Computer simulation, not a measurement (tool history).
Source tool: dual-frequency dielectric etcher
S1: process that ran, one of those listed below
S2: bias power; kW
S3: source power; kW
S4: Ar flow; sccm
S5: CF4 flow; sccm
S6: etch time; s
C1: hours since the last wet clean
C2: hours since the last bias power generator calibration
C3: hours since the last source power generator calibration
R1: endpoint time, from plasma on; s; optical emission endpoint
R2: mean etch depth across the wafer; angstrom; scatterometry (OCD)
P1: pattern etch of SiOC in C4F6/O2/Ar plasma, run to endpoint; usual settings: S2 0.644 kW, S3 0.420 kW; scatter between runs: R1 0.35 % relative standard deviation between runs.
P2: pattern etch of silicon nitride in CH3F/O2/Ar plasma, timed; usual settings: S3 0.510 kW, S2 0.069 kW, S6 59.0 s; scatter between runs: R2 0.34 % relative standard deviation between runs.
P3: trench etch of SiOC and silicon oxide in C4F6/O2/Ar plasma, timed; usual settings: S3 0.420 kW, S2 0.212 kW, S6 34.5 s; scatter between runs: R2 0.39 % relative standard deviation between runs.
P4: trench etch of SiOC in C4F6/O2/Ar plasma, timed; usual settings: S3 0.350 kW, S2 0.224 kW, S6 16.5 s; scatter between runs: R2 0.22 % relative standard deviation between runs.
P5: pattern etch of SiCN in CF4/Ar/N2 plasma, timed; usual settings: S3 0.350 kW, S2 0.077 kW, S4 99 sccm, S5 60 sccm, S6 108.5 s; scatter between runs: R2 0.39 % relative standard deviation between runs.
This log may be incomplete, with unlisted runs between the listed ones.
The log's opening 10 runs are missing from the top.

Run 11, hour 134.7: S1 P1, S2 0.838 kW, S3 0.420 kW; C1 69.1; C2 2169.2; C3 2436.5. Result: R1 10.094 s.
Run 12, hour 143.2: S1 P1, S2 0.443 kW, S3 0.550 kW; C1 77.6; C2 2177.7; C3 2445.0. Result: R1 11.536 s.
Run 13, hour 153.3: S1 P5, S2 0.077 kW, S3 0.350 kW, S4 131 sccm, S5 60 sccm, S6 108.5 s; C1 87.7; C2 2187.8; C3 2455.1. Result: R2 728.20 angstrom.
At hour 163.5: source power generator calibrated.
Run 14, hour 167.0: S1 P3, S2 0.212 kW, S3 0.530 kW, S6 34.5 s; C1 101.4; C2 2201.5; C3 3.5. Result: R2 824.20 angstrom.
Run 15, hour 181.6: S1 P4, S2 0.224 kW, S3 0.470 kW, S6 16.5 s; C1 116.0; C2 2216.1; C3 18.1. Result: R2 400.59 angstrom.
Run 16, hour 193.6: S1 P1, S2 0.433 kW, S3 0.420 kW; C1 128.0; C2 2228.1; C3 30.1. Result: R1 12.942 s.
Run 17, hour 206.5: S1 P4, S2 0.224 kW, S3 0.350 kW, S6 16.5 s; C1 140.9; C2 2241.0; C3 43.0. Result: R2 358.79 angstrom.
Run 18, hour 218.5: S1 P1, S2 0.419 kW, S3 0.340 kW; C1 152.9; C2 2253.0; C3 55.0. Result: R1 14.211 s.
Run 19, hour 227.4: S1 P5, S2 0.077 kW, S3 0.350 kW, S4 99 sccm, S5 60 sccm, S6 108.5 s; C1 161.8; C2 2261.9; C3 63.9. Result: R2 762.19 angstrom.
Run 20, hour 238.4: S1 P3, S2 0.212 kW, S3 0.420 kW, S6 48.5 s; C1 172.8; C2 2272.9; C3 74.9. Result: R2 1064.50 angstrom.
Run 21, hour 248.9: S1 P1, S2 0.644 kW, S3 0.510 kW; C1 183.3; C2 2283.4; C3 85.4. Result: R1 10.369 s.
Run 22, hour 257.7: S1 P2, S2 0.069 kW, S3 0.510 kW, S6 40.5 s; C1 192.1; C2 2292.2; C3 94.2. Result: R2 304.40 angstrom.
Run 23, hour 266.2: S1 P4, S2 0.288 kW, S3 0.350 kW, S6 16.5 s; C1 200.6; C2 2300.7; C3 102.7. Result: R2 391.62 angstrom.
Run 24, hour 280.7: S1 P2, S2 0.069 kW, S3 0.510 kW, S6 59.0 s; C1 215.1; C2 2315.2; C3 117.2. Result: R2 446.17 angstrom.
Run 25, hour 297.9: S1 P1, S2 0.644 kW, S3 0.420 kW; C1 232.3; C2 2332.4; C3 134.4. Result: R1 11.147 s.
Run 26, hour 315.0: S1 P4, S2 0.224 kW, S3 0.350 kW, S6 11.5 s; C1 249.4; C2 2349.5; C3 151.5. Result: R2 250.36 angstrom.
Run 27, hour 326.6: S1 P1, S2 0.644 kW, S3 0.420 kW; C1 261.0; C2 2361.1; C3 163.1. Result: R1 11.140 s.
Run 28, hour 343.9: S1 P5, S2 0.077 kW, S3 0.230 kW, S4 99 sccm, S5 60 sccm, S6 108.5 s; C1 278.3; C2 2378.4; C3 180.4. Result: R2 526.37 angstrom.

What will run 29 give?
Run 29, hour 356.5: S1 P2, S2 0.095 kW, S3 0.510 kW, S6 59.0 s; C1 290.9; C2 2391.0; C3 193.0. Result: R2 ?.

Run 29 gave R2 495.87 angstrom.
